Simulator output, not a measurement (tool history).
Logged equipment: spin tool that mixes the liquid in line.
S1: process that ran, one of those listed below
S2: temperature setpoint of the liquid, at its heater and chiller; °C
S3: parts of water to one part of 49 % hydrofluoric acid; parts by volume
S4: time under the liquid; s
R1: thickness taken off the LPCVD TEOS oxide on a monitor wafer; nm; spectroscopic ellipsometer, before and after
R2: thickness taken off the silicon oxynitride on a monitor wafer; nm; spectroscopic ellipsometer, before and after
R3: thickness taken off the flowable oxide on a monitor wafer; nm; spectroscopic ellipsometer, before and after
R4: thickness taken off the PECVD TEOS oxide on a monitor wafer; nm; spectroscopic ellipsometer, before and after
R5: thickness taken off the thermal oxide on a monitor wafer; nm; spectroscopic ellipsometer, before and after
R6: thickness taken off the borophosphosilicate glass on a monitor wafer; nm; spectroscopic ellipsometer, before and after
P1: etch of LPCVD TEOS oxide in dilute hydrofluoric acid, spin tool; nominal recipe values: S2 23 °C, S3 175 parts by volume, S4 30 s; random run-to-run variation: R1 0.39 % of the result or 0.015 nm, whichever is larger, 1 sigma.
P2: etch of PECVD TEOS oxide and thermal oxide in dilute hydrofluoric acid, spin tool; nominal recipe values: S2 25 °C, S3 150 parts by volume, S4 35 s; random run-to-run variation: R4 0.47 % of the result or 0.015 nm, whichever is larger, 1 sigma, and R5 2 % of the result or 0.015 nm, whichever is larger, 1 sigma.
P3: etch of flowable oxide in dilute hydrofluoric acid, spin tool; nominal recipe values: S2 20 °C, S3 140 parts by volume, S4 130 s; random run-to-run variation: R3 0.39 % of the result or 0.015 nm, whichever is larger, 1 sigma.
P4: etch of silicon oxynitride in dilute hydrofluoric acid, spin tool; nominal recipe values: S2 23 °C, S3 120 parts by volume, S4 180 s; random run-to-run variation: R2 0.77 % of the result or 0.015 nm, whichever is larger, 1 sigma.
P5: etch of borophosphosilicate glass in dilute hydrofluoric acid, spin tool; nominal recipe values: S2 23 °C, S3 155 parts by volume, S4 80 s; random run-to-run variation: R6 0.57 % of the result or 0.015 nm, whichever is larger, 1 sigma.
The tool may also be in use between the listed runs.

run    day  S1    S2   S3   S4      R1      R2      R3      R4       R5      R6
  1  0.304  P1    23  175   30  6.8897
  2  0.542  P1    23  175   30  6.9365
  3  0.817  P4    23  120  330          4.9916
  4  1.117  P3    20  140  130                  37.227
  5  1.333  P1    31  175   30  9.2619
  6  1.529  P2    25  150   35                          5.2726   1.0372
  7  1.742  P1    23  255   30  4.3691
  8   2.05  P4    23  120  180          2.7498
  9   2.35  P1    23   60   50  38.309
 10  2.488  P1    23   90   30  14.734
 11  2.733  P1    23  175   50  11.529
 12  2.896  P5    29  155   80                                           25.832
 13  3.092  P5    23  155  125                                           32.489
 14  3.371  P5    23  155   80                                           20.692
 15  3.538  P1    23  175   15  3.4102
 16  3.792  P1    23  175   30  6.9241
 17  4.104  P5    23  280   80                                           10.116
 18  4.279  P3    20  140   15                  4.3525
 19  4.558  P1    23  175   30  6.9552
 20  4.758  P1    17  175   30   5.453
 21  4.971  P4    23  120  180          2.7269
 22  5.121  P2    25  150   15                           2.267  0.45709
 23  5.325  P4    17  120  180          2.0744
 24  5.562  P1    23   50   60  56.119
 25  5.717  P3  27.5  140  130                  49.829
 26  5.971  P4    23   25  180          14.064
 27   6.25  P1    23   55   15   12.69

Run 28 has not been measured yet. What should we expect?
     6.271  -- hydrofluoric acid flow meter replaced
 28  6.412  P3  20  140  130           ?

{"run 28": {"R3": 37.338}}

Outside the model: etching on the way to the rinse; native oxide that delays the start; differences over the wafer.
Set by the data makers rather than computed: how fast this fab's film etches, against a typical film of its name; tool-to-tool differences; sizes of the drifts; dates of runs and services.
